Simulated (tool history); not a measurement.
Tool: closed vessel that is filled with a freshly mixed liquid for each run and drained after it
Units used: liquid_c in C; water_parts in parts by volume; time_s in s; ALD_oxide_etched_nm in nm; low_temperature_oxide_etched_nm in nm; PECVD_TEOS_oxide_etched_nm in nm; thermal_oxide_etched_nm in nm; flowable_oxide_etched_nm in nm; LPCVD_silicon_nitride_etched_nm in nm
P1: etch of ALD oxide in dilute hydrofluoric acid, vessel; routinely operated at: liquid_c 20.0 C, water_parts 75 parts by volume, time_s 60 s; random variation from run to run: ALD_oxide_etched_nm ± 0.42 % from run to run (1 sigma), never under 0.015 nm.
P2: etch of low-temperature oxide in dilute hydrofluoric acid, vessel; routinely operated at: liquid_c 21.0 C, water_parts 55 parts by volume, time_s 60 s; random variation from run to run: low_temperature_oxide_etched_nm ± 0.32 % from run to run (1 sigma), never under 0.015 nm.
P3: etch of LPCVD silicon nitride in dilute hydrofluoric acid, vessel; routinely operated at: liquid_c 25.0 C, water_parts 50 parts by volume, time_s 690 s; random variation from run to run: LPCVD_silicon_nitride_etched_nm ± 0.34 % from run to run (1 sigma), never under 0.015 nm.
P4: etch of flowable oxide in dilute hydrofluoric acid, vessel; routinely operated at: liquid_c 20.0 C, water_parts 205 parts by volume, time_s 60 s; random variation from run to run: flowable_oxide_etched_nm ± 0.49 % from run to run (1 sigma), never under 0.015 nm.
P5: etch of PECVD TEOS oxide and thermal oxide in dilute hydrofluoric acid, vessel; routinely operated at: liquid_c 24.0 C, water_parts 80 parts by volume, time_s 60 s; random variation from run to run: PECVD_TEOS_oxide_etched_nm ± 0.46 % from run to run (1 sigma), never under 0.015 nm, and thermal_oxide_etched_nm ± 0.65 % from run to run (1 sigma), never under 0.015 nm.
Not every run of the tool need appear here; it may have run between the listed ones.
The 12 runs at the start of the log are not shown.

run,hour,process,liquid_c,water_parts,time_s,hours since the thermometer was replaced,hours since the hydrofluoric acid flow meter was replaced,ALD_oxide_etched_nm,low_temperature_oxide_etched_nm,PECVD_TEOS_oxide_etched_nm,thermal_oxide_etched_nm,flowable_oxide_etched_nm,LPCVD_silicon_nitride_etched_nm
13,93.3,P3,25.0,50,690,46.0,555.3,,,,,,7.8346
14,98.5,P5,24.0,125,60,51.2,560.5,,,11.344,2.1065,,
15,106.1,P2,21.0,55,30,58.8,568.1,,5.4712,,,,
16,112.0,P1,20.0,30,115,64.7,574.0,76.9100,,,,,
17,120.0,P3,18.5,50,690,72.7,582.0,,,,,,4.9840
18,130.0,P1,24.5,75,60,82.7,592.0,18.2120,,,,,
19,138.9,P2,21.0,55,60,91.6,600.9,,10.8960,,,,
20,144.3,P4,20.0,205,60,97.0,606.3,,,,,15.1240,
21,154.7,P2,21.0,55,60,107.4,616.7,,10.9320,,,,

What does the tool deliver on the next run?
22,161.8,P1,27.0,20,60,114.5,623.8,?,,,,,

{"run 22": {"ALD_oxide_etched_nm": 82.025}}
